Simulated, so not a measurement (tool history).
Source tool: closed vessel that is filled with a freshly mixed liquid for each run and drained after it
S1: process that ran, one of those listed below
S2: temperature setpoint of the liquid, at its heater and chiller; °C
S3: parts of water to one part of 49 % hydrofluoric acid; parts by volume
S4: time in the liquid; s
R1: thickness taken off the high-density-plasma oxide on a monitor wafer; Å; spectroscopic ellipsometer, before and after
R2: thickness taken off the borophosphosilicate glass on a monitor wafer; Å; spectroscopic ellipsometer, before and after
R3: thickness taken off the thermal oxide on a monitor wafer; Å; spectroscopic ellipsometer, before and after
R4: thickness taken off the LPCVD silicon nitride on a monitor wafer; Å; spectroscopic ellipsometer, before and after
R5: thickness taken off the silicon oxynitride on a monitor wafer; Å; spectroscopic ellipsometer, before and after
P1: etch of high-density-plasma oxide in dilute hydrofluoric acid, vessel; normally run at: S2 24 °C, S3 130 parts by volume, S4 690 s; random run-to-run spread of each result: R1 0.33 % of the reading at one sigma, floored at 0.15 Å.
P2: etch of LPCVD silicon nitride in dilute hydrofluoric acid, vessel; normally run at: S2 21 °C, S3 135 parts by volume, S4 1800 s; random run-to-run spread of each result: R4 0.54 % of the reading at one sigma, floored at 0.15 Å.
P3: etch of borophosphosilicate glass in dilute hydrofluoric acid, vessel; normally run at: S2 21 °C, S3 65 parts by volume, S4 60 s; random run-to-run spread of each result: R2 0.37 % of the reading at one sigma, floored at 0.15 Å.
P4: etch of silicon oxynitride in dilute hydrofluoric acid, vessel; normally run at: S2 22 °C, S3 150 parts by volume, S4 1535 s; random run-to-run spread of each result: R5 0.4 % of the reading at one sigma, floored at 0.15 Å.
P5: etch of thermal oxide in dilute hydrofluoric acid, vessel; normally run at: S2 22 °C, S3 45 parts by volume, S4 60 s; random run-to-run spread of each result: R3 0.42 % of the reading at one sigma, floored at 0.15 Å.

run 1 hour=7.8 | S1=P1 S2=24 S3=130 S4=690 | R1=296.68
run 2 hour=17.1 | S1=P1 S2=24 S3=65 S4=690 | R1=644.13
run 3 hour=24.7 | S1=P3 S2=21 S3=65 S4=85 | R2=486.97
run 4 hour=31.8 | S1=P5 S2=17 S3=45 S4=60 | R3=49.635
run 5 hour=43 | S1=P2 S2=29 S3=135 S4=1800 | R4=102.23
run 6 hour=50.2 | S1=P1 S2=24 S3=130 S4=690 | R1=295.47
run 7 hour=60.7 | S1=P1 S2=24 S3=130 S4=1190 | R1=510.78
run 8 hour=66 | S1=P3 S2=21 S3=65 S4=60 | R2=341.14
run 9 hour=72.2 | S1=P1 S2=24 S3=215 S4=690 | R1=163.04
run 10 hour=81.7 | S1=P5 S2=22 S3=45 S4=60 | R3=61.73
run 11 hour=88.3 | S1=P1 S2=24 S3=130 S4=690 | R1=295.51
run 12 hour=97.6 | S1=P4 S2=22 S3=150 S4=3070 | R5=550.46
run 13 hour=103.8 | S1=P1 S2=24 S3=130 S4=690 | R1=295.46
run 14 hour=114.1 | S1=P5 S2=22 S3=45 S4=105 | R3=108.58
run 15 hour=120.3 | S1=P1 S2=24 S3=130 S4=690 | R1=297.71
run 16 hour=126.9 | S1=P1 S2=24 S3=130 S4=690 | R1=296.61
run 17 hour=137.6 | S1=P5 S2=22 S3=75 S4=60 | R3=35.809
run 18 hour=145.8 | S1=P3 S2=28.5 S3=65 S4=60 | R2=462.96
run 19 hour=151.3 | S1=P2 S2=21 S3=135 S4=1800 | R4=60.933
run 20 hour=157.7 | S1=P4 S2=22 S3=150 S4=1535 | R5=272.67
-- hour=161.8 hydrofluoric acid flow meter replaced
run 21 hour=168.6 | S1=P3 S2=21 S3=40 S4=60 | R2=571.84
run 22 hour=175.1 | S1=P1 S2=30.5 S3=130 S4=690 | R1=379.5
run 23 hour=185.1 | S1=P4 S2=22 S3=240 S4=1535 | R5=160.53
run 24 hour=192.2 | S1=P2 S2=21 S3=230 S4=1800 | R4=36.44
run 25 hour=199.9 | S1=P5 S2=22 S3=45 S4=60 | R3=61.592
run 26 hour=205.4 | S1=P2 S2=21 S3=135 S4=295 | R4=9.9092
run 27 hour=211.7 | S1=P4 S2=29 S3=150 S4=1535 | R5=374.38
run 28 hour=220.6 | S1=P1 S2=17 S3=130 S4=690 | R1=222.66
run 29 hour=230.8 | S1=P1 S2=24 S3=130 S4=175 | R1=75.075
run 30 hour=241.3 | S1=P1 S2=30.5 S3=215 S4=690 | R1=205.94
run 31 hour=250.8 | S1=P1 S2=20.5 S3=220 S4=690 | R1=139.43
run 32 hour=259.7 | S1=P2 S2=21 S3=135 S4=1800 | R4=61.687
run 33 hour=267.3 | S1=P1 S2=24 S3=130 S4=690 | R1=295.9
run 34 hour=275.5 | S1=P1 S2=24 S3=130 S4=690 | R1=286.95
run 35 hour=281.4 | S1=P1 S2=24 S3=130 S4=690 | R1=281.04
run 36 hour=292.1 | S1=P1 S2=24 S3=130 S4=690 | R1=275.79
run 37 hour=302.4 | S1=P1 S2=24 S3=130 S4=690 | R1=276.46

Run 38 comes next. What will it give?
run 38 hour=309.2 | S1=P1 S2=24 S3=130 S4=690 | R1=?

Run 38 came out at R1 275.23 Å.

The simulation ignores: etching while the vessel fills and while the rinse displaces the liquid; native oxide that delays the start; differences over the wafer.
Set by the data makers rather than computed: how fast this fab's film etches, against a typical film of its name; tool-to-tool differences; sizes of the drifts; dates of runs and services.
